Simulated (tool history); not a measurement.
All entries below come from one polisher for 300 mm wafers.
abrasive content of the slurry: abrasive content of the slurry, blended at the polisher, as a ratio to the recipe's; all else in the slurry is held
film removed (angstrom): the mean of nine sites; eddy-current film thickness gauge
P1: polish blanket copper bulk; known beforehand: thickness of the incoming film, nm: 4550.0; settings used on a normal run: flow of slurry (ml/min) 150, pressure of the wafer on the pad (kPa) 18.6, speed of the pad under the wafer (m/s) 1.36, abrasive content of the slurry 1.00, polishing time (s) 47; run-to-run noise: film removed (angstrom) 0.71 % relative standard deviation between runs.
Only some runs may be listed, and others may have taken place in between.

run	hour	flow of slurry (ml/min)	pressure of the wafer on the pad (kPa)	speed of the pad under the wafer (m/s)	abrasive content of the slurry	polishing time (s)	film removed (angstrom)
1	9.1	150	18.6	1.36	1.00	47	4827.5
2	21.3	150	18.6	1.36	0.75	47	4495.3
3	31.9	150	18.6	2.06	1.00	47	7217.9
4	39.7	150	18.6	1.36	1.00	47	4818.8
5	47.5	150	18.6	1.36	1.00	47	4743.9
6	60.7	190	18.6	1.36	1.00	71	7486.7
7	76.1	150	12.4	1.36	1.00	47	3187.2
8	91.1	150	14.5	1.36	1.00	58	4567.8
9	106.4	150	26.2	1.36	1.00	47	6682.2
10	119.9	150	18.6	1.36	1.00	70	7103.7
11	135.2	150	18.6	1.36	1.00	34	3436.8
12	142.6	150	18.6	1.36	1.00	47	4809.9
13	153.8	150	18.6	1.36	1.00	47	4814.3
14	168.9	150	18.6	1.36	1.00	47	4756.0
15	180.3	190	18.6	1.36	1.00	47	4949.4
16	193.3	150	18.6	1.36	1.30	47	5102.5
17	200.2	150	18.6	0.70	1.00	47	2471.6
18	209.7	90	18.6	1.36	1.00	47	4294.1
19	220.6	150	18.6	1.36	1.00	47	4762.4
20	233.4	150	18.6	1.36	1.00	47	4576.1
21	248.0	150	18.6	1.36	1.00	47	4462.8
22	256.5	150	18.6	1.36	1.00	47	4414.1
23	270.7	150	18.6	1.36	1.00	47	4374.2
# hour 271.1: slurry blender recalibrated
# hour 281.3: head pressure recalibrated
24	285.9	150	18.6	1.36	1.00	47	4342.9
25	296.1	150	18.6	1.36	1.00	47	4342.9
26	309.1	150	18.6	1.36	1.00	47	4307.8

Something has made what P1 gives creep away from where it was; the 2 causes below, each at its own stated size, fit the log equally well:
A: removal rate lost through wear of the pad, % = 9.35
B: slurry flow missing at the pad, % = 36.8
At approximately hour 220.6, the process output began to creep.
Excluded causes, each with its reason:
head's pressure below its setpoint, %: work on it at hour 281.3, done after the drift set in, did not restore what the process gave before
abrasive missing from the slurry, %: work on it at hour 271.1, done after the drift set in, did not restore what the process gave before

The list below offers 4 check runs, each averaging the results of 2 wafers, and shows each result as a question mark. For which of them would the listed causes give clearly different results?
check 1	322.1	150	18.6	0.72	1.00	47	?
check 2	322.1	150	14.5	1.36	1.25	47	?
check 3	322.1	95	18.6	1.36	1.00	47	?
check 4	322.1	150	14.5	1.36	1.00	47	?

Check results expected under each cause:
check	result	if A	if B
check 1	film removed (angstrom)	2292.7	2292.9
check 2	film removed (angstrom)	3535.4	3535.8
check 3	film removed (angstrom)	3928.2	3744.2
check 4	film removed (angstrom)	3368.3	3368.6
Smallest distance between any two causes, each pair judged by its most separating result, in per cent: check 1 0.01 %; check 2 0.01 %; check 3 4.8 %; check 4 0.01 %
Check 3 tells the causes apart: in the others they would give nearly the same result.

With check 3 done, the readings were: film removed (angstrom) 3744.3. Identify which of the listed causes applies.

The cause is B: slurry flow missing at the pad, %.

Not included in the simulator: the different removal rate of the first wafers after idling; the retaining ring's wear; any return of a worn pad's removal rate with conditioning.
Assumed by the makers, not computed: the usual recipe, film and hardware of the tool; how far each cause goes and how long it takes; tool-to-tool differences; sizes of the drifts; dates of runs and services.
